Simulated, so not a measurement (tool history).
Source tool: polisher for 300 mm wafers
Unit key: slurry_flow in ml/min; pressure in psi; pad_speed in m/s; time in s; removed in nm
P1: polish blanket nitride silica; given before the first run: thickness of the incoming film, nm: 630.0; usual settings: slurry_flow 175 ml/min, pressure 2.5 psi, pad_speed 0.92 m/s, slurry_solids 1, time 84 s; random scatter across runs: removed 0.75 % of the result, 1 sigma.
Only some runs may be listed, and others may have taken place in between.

run   hour  slurry_flow  pressure  pad_speed  slurry_solids  time  removed
  1   10.9          175       2.5       0.92              1    84   34.802
  2   21.7          175       2.5       0.92              1    84   34.614
  3   38.2          115       2.5       0.92              1    84   32.133
  4   50.7          175       2.5       0.68              1    84   27.428
  5   61.8          175       2.5       0.92           1.25    40   18.415
      63.3  -- head pressure recalibrated
  6   73.5          175       2.5       0.92              1    84   34.915
  7   85.9          175       2.5       0.92              1    57   23.652
  8  102.2          175       2.5       0.92              1    84   35.235
  9  111.4          175       1.1       0.92              1    84   15.365
 10  129.9          175       2.5       0.92              1    84   34.839
 11  145.5          175       2.5       0.92           1.35    84   39.641
 12  161.3          270       2.5       0.92              1    84    37.31
 13    170          175       2.5       0.92            0.7    84   29.393
 14  180.4          175       2.5       0.92              1   119   49.266
     194.6  -- worn pad replaced by a new one
 15  195.3          175       2.5       0.92              1    84    34.77
 16  203.7          175       2.5       1.18              1    84   43.066
 17  216.9          175       3.6       0.92              1    84   50.374
 18  225.9          175       2.5       0.92              1    84   34.712
 19  240.1          175       2.5       0.92              1    84   33.503
 20  252.9          175       2.5       0.92              1    84   32.984
 21  263.4          175       2.5       0.92              1    84   32.603
     267.6  -- conditioning disc replaced and pad reconditioned
     271.2  -- slurry blender recalibrated
 22  281.8          175       2.5       0.92              1    84    32.13
     287.5  -- worn pad replaced by a new one
 23  291.4          175       2.5       0.92              1    84   31.886
 24  309.3          175       2.5       0.92              1    84   32.011
 25  320.4          175       2.5       0.92              1    84   31.582

What P1 gives has crept away from where it was. These 2 causes fit the log equally well, each at the size given:
A: slurry flow missing at the pad, % = 38.5
B: head's pressure below its setpoint, % = 8.74
Onset of the creep was near hour 225.9.
Ruled out, with reasons:
removal rate lost through wear of the pad, %: serviced after onset, at hour 287.5, with no recovery of the prior output
abrasive missing from the slurry, %: serviced after onset, at hour 271.2, with no recovery of the prior output
time polished since the conditioner stopped cutting, s: serviced after onset, at hour 267.6, with no recovery of the prior output

4 check runs are offered, each on 5 wafers whose results are averaged, their results left as question marks. Which one tells the causes apart?
check 1  331.5          175       1.1       0.92              1    84        ?
check 2  331.5          175       2.5        0.7           0.85    84        ?
check 3  331.5          175       2.5       1.14            1.2    84        ?
check 4  331.5          135       2.5       0.92              1    84        ?

What every check run would give for each of its results, assuming each possible cause in turn:
  check   result    if A    if B
check 1  removed  14.028  14.025
check 2  removed  23.718  23.714
check 3  removed  40.949  40.942
check 4  removed  29.795  30.513
Distance between the nearest two causes, measured in the result of the check that separates them most: check 1 0.02 %; check 2 0.02 %; check 3 0.02 %; check 4 2.38 %
The other checks would show nearly matching results whichever cause is true, so check 4 is the only one that separates the causes.

With check 4 done, the readings were: removed 30.526 nm. Identify which of the listed causes applies.

Of the candidate causes, it is B: head's pressure below its setpoint, %.
